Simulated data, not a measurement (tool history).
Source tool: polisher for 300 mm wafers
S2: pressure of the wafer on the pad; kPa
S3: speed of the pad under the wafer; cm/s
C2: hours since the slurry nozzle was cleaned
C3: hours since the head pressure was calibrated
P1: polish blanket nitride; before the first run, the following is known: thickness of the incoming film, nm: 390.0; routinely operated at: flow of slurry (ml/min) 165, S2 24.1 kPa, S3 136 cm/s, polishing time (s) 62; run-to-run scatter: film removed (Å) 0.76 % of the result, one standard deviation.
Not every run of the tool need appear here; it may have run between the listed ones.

Run 1, hour 15.9: flow of slurry (ml/min) 165, S2 24.1 kPa, S3 136 cm/s, polishing time (s) 62; wafers polished on this pad 299; C2 200.2; C3 242.9. Result: film removed (Å) 1551.60.
Run 2, hour 31.1: flow of slurry (ml/min) 165, S2 24.1 kPa, S3 216 cm/s, polishing time (s) 62; wafers polished on this pad 442; C2 215.4; C3 258.1. Result: film removed (Å) 2276.40.
Run 3, hour 42.8: flow of slurry (ml/min) 165, S2 24.1 kPa, S3 136 cm/s, polishing time (s) 62; wafers polished on this pad 551; C2 227.1; C3 269.8. Result: film removed (Å) 1574.50.
Run 4, hour 53.2: flow of slurry (ml/min) 205, S2 24.1 kPa, S3 136 cm/s, polishing time (s) 45; wafers polished on this pad 649; C2 237.5; C3 280.2. Result: film removed (Å) 1187.70.
Run 5, hour 64.3: flow of slurry (ml/min) 165, S2 24.1 kPa, S3 136 cm/s, polishing time (s) 62; wafers polished on this pad 753; C2 248.6; C3 291.3. Result: film removed (Å) 1581.70.
Run 6, hour 75.4: flow of slurry (ml/min) 100, S2 24.1 kPa, S3 136 cm/s, polishing time (s) 62; wafers polished on this pad 857; C2 259.7; C3 302.4. Result: film removed (Å) 1430.10.
Run 7, hour 84.8: flow of slurry (ml/min) 165, S2 35.2 kPa, S3 168 cm/s, polishing time (s) 62; wafers polished on this pad 945; C2 269.1; C3 311.8. Result: film removed (Å) 2677.80.
Run 8, hour 97.2: flow of slurry (ml/min) 165, S2 24.1 kPa, S3 62 cm/s, polishing time (s) 62; wafers polished on this pad 1061; C2 281.5; C3 324.2. Result: film removed (Å) 837.90.
Run 9, hour 109.7: flow of slurry (ml/min) 215, S2 24.1 kPa, S3 136 cm/s, polishing time (s) 62; wafers polished on this pad 1178; C2 294.0; C3 336.7. Result: film removed (Å) 1634.70.
Run 10, hour 123.8: flow of slurry (ml/min) 165, S2 11.0 kPa, S3 136 cm/s, polishing time (s) 62; wafers polished on this pad 1310; C2 308.1; C3 350.8. Result: film removed (Å) 716.73.
Run 11, hour 135.9: flow of slurry (ml/min) 165, S2 24.1 kPa, S3 136 cm/s, polishing time (s) 87; wafers polished on this pad 1424; C2 320.2; C3 362.9. Result: film removed (Å) 2206.20.
Run 12, hour 143.8: flow of slurry (ml/min) 165, S2 24.1 kPa, S3 136 cm/s, polishing time (s) 62; wafers polished on this pad 1498; C2 328.1; C3 370.8. Result: film removed (Å) 1557.60.
At hour 149.3: head pressure recalibrated.
Run 13, hour 156.5: flow of slurry (ml/min) 165, S2 33.1 kPa, S3 136 cm/s, polishing time (s) 62; wafers polished on this pad 1617; C2 340.8; C3 7.3. Result: film removed (Å) 2169.20.
Run 14, hour 172.2: flow of slurry (ml/min) 165, S2 24.1 kPa, S3 136 cm/s, polishing time (s) 28; wafers polished on this pad 1764; C2 356.5; C3 23.0. Result: film removed (Å) 708.26.
Run 15, hour 183.1: flow of slurry (ml/min) 165, S2 24.1 kPa, S3 136 cm/s, polishing time (s) 62; wafers polished on this pad 1866; C2 367.4; C3 33.9. Result: film removed (Å) 1560.60.
Run 16, hour 198.5: flow of slurry (ml/min) 165, S2 24.1 kPa, S3 136 cm/s, polishing time (s) 62; wafers polished on this pad 2010; C2 382.8; C3 49.3. Result: film removed (Å) 1529.00.
Run 17, hour 208.2: flow of slurry (ml/min) 165, S2 24.1 kPa, S3 136 cm/s, polishing time (s) 62; wafers polished on this pad 2101; C2 392.5; C3 59.0. Result: film removed (Å) 1529.90.
At hour 212.8: worn pad replaced by a new one.
Run 18, hour 221.2: flow of slurry (ml/min) 165, S2 24.1 kPa, S3 136 cm/s, polishing time (s) 62; wafers polished on this pad 79; C2 405.5; C3 72.0. Result: film removed (Å) 1490.30.
Run 19, hour 236.3: flow of slurry (ml/min) 165, S2 24.1 kPa, S3 136 cm/s, polishing time (s) 62; wafers polished on this pad 220; C2 420.6; C3 87.1. Result: film removed (Å) 1499.80.
Run 20, hour 246.8: flow of slurry (ml/min) 165, S2 24.1 kPa, S3 136 cm/s, polishing time (s) 62; wafers polished on this pad 318; C2 431.1; C3 97.6. Result: film removed (Å) 1476.60.
Run 21, hour 263.3: flow of slurry (ml/min) 165, S2 24.1 kPa, S3 136 cm/s, polishing time (s) 62; wafers polished on this pad 473; C2 447.6; C3 114.1. Result: film removed (Å) 1464.50.

P1 no longer gives what it gave before; its output has crept away from where it was. The following 2 causes, each at its listed size, fit the log equally well:
A: head's pressure below its setpoint, % = 5.56
B: slurry flow missing at the pad, % = 26.8
Creep in the process output first set in at about hour 183.1.
The rest of the possible causes, and what rules out each one:
removal rate lost through wear of the pad, %: was serviced at hour 212.8, once the creep was under way, yet the earlier output never came back

4 check runs are offered, each on 3 wafers whose results are averaged, their results left as question marks. Which one tells the causes apart?
Run check 1, hour 279.8: flow of slurry (ml/min) 100, S2 24.1 kPa, S3 136 cm/s, polishing time (s) 46. Result: film removed (Å) ?.
Run check 2, hour 279.8: flow of slurry (ml/min) 165, S2 24.1 kPa, S3 192 cm/s, polishing time (s) 62. Result: film removed (Å) ?.
Run check 3, hour 279.8: flow of slurry (ml/min) 165, S2 15.9 kPa, S3 136 cm/s, polishing time (s) 62. Result: film removed (Å) ?.
Run check 4, hour 279.8: flow of slurry (ml/min) 165, S2 17.2 kPa, S3 62 cm/s, polishing time (s) 62. Result: film removed (Å) ?.

Predicted outcomes, by check and by cause:
  check            result     if A     if B
check 1  film removed (Å)   995.85   964.06
check 2  film removed (Å)  1956.30  1956.00
check 3  film removed (Å)   975.65   975.48
check 4  film removed (Å)   565.71   565.60
Distance between the nearest two causes, measured in the result of the check that separates them most: check 1 3.24 %; check 2 0.02 %; check 3 0.02 %; check 4 0.02 %
Check 1 distinguishes between the causes, while the remaining checks would return nearly the same result for all of them.

Check 1 was carried out, with these results: film removed (Å) 995.64. Which of the listed causes is responsible?

The correct cause is A, namely: head's pressure below its setpoint, %.

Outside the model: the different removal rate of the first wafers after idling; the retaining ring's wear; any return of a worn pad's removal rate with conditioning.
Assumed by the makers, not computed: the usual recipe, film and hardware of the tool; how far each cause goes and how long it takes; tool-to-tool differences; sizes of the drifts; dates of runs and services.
